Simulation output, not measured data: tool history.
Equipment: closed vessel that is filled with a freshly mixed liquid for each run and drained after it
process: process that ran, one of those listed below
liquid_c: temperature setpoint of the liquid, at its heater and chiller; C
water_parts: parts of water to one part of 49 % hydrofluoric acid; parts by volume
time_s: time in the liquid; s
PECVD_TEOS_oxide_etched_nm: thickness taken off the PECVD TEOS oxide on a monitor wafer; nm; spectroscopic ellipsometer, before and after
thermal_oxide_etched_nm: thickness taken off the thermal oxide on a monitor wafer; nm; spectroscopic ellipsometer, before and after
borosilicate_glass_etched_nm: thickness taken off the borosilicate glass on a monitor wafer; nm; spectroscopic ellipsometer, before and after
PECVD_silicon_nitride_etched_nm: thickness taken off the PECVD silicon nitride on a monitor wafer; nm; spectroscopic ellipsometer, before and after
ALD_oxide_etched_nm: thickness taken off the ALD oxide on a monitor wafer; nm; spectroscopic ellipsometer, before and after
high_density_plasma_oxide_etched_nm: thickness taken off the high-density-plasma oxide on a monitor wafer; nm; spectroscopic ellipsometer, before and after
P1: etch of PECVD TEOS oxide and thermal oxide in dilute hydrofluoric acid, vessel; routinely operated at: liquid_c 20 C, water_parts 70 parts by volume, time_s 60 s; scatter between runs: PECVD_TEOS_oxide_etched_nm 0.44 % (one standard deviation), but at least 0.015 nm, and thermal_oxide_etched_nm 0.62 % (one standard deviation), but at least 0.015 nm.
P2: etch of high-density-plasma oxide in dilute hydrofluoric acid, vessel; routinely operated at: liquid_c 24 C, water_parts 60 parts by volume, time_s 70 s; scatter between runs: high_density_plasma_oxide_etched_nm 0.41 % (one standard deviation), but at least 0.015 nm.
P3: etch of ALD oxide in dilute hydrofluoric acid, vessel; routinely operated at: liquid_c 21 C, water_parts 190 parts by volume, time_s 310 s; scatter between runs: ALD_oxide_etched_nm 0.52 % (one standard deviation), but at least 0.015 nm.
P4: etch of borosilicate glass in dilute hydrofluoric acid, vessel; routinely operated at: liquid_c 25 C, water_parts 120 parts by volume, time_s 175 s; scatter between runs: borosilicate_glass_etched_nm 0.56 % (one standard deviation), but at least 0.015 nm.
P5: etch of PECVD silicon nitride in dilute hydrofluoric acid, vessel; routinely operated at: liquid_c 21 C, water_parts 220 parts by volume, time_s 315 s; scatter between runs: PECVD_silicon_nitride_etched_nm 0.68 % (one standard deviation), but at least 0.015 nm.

run	hour	process	liquid_c	water_parts	time_s	PECVD_TEOS_oxide_etched_nm	thermal_oxide_etched_nm	borosilicate_glass_etched_nm	PECVD_silicon_nitride_etched_nm	ALD_oxide_etched_nm	high_density_plasma_oxide_etched_nm
1	6.7	P1	20	70	60	13.46	3.4932				
2	12.7	P4	25	25	175			235.42			
3	19	P1	17	70	60	11.864	3.0476				
4	29.1	P1	23.5	70	60	15.499	4.0327				
5	37.1	P1	27	70	115	34.375	8.885				
6	48	P5	21	405	315				2.2904		
7	54.9	P1	20	70	60	13.518	3.5054				
8	62.1	P4	25	120	290			71.246			
9	71	P5	17	220	315				3.2439		
10	79.8	P1	20	20	60	50.267	12.873				
11	89.2	P4	25	120	175			42.872			
12	97.5	P3	21	190	310					14.887	
13	106.6	P1	20	100	60	9.1482	2.3505				
14	118.3	P2	24	60	70						7.3628
15	127.6	P1	20	70	95	21.363	5.4196				
16	133.6	P2	24	60	130						13.523
17	145.7	P1	20	70	30	6.729	1.7274				
18	152	P3	21	35	310					96.656	
19	161.3	P3	25	190	310					17.28	
20	170.3	P3	21	190	535					25.534	
21	182.3	P1	20	70	60	13.428	3.4501				
22	191	P1	20	70	60	13.372	3.4433				
23	199.9	P4	31.5	120	175			54.982			
24	207.1	P1	20	70	60	13.555	3.4281				

What will run 25 give?
25	213	P1	20	70	60	?	?				

Run 25 yielded PECVD_TEOS_oxide_etched_nm 13.458 nm, thermal_oxide_etched_nm 3.4581 nm.
